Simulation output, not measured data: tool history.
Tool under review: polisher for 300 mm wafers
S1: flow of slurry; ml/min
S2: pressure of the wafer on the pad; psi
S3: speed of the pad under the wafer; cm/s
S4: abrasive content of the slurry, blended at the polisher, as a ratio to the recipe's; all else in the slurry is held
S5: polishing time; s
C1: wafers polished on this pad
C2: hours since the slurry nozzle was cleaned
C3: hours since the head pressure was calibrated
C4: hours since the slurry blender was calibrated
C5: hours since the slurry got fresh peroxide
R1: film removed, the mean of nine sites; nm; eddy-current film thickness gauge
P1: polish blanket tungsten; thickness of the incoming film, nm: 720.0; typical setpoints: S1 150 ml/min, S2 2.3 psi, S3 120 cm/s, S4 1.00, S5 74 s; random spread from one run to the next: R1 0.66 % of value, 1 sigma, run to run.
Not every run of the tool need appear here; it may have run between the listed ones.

run   hour   S1   S2   S3    S4   S5    C1     C2     C3     C4     C5      R1
  1   10.9  150  2.3  120  1.00   74   737  455.6  474.4   91.9   53.8  305.66
  2   20.0  150  3.6  120  1.00   74   849  464.7  483.5  101.0   62.9  474.57
  3   32.3  150  2.3  176  1.00   74  1001  477.0  495.8  113.3   75.2  448.83
  4   44.1  150  2.3  120  1.00   74  1147  488.8  507.6  125.1   87.0  305.37
  5   50.9  150  2.3  120  1.00   48  1231  495.6  514.4  131.9   93.8  198.53
  6   57.6  150  2.3   54  1.00   74  1314  502.3  521.1  138.6  100.5  137.63
  7   64.2   90  2.3  120  1.00   74  1395  508.9  527.7  145.2  107.1  270.86
  8   73.5  150  2.3  120  1.30   74  1510  518.2  537.0  154.5  116.4  318.67
  9   79.2  150  1.7  120  1.00   74  1581  523.9  542.7  160.2  122.1  224.79
 10   85.9  230  2.3  120  1.00   74  1663  530.6  549.4  166.9  128.8  324.94
      90.8  -- slurry blender recalibrated
 11   94.7  150  2.3  120  1.00   74  1772  539.4  558.2    4.0  137.6  304.45
 12  100.9  150  2.3  120  0.55   74  1849  545.6  564.4   10.2  143.8  265.48
 13  111.7  150  2.3  120  0.60  101  1982  556.4  575.2   21.0  154.6  371.82
 14  118.1  150  2.3  120  1.00   74  2061  562.8  581.6   27.4  161.0  301.39
 15  127.9  190  2.3  120  1.00   91  2182  572.6  591.4   37.2  170.8  389.07
 16  140.2  150  2.3  120  1.00   74  2334  584.9  603.7   49.5  183.1  302.46
 17  145.9  150  2.3  120  1.00  102  2404  590.6  609.4   55.2  188.8  421.10
 18  157.3  150  2.3  120  1.00   74  2545  602.0  620.8   66.6  200.2  304.11
 19  167.9  150  2.3  120  1.00   74  2676  612.6  631.4   77.2  210.8  289.36
 20  180.7  150  2.3  120  1.00   74  2834  625.4  644.2   90.0  223.6  282.88
 21  186.5  150  2.3  120  1.00   74  2906  631.2  650.0   95.8  229.4  276.88
     189.4  -- slurry tank refilled with fresh slurry and peroxide
 22  196.1  150  2.3  120  1.00   74  3024  640.8  659.6  105.4    6.8  275.72
     200.2  -- slurry blender recalibrated
     200.5  -- head pressure recalibrated
 23  205.2  150  2.3  120  1.00   74  3137  649.9    4.8    5.1   15.9  277.66
 24  212.6  150  2.3  120  1.00   74  3228  657.3   12.2   12.5   23.3  273.39
 25  224.0  150  2.3  120  1.00   74  3369  668.7   23.6   23.9   34.7  270.62
 26  234.3  150  2.3  120  1.00   74  3496  679.0   33.9   34.2   45.0  273.82

Compared with where it was, what P1 gives has crept away. Each cause listed below fits the log as well as the rest, at the size given for it:
A: slurry flow missing at the pad, % = 39.7
B: removal rate lost through wear of the pad, % = 10.4
At approximately hour 157.3, the process output began to creep.
Excluded causes, each with its reason:
head's pressure below its setpoint, %: serviced at hour 200.5, after the drift had started, without restoring the earlier output
abrasive missing from the slurry, %: serviced at hour 200.2, after the drift had started, without restoring the earlier output
peroxide lost from the slurry, %: serviced at hour 189.4, after the drift had started, without restoring the earlier output

4 check runs are offered, each on 3 wafers whose results are averaged, their results left as question marks. Which one tells the causes apart?
check 1  244.6  150  2.3   54  1.00  74                       ?
check 2  244.6  220  2.3  120  1.00  58                       ?
check 3  244.6  150  3.1  120  0.65  74                       ?
check 4  244.6  150  3.5  120  0.60  74                       ?

What each check would give under each cause:
  check  result    if A    if B
check 1      R1  122.39  122.46
check 2      R1  232.78  225.45
check 3      R1  331.78  331.98
check 4      R1  367.89  368.11
Distance between the nearest two causes, measured in the result of the check that separates them most: check 1 0.06 %; check 2 3.2 %; check 3 0.06 %; check 4 0.06 %
Check 2 is the one run that separates the causes; every other check would come out nearly the same whichever cause is at work.

Running check 2 produced the following: R1 223.96 nm. Which one of the listed causes fits?

It was cause B: removal rate lost through wear of the pad, %.

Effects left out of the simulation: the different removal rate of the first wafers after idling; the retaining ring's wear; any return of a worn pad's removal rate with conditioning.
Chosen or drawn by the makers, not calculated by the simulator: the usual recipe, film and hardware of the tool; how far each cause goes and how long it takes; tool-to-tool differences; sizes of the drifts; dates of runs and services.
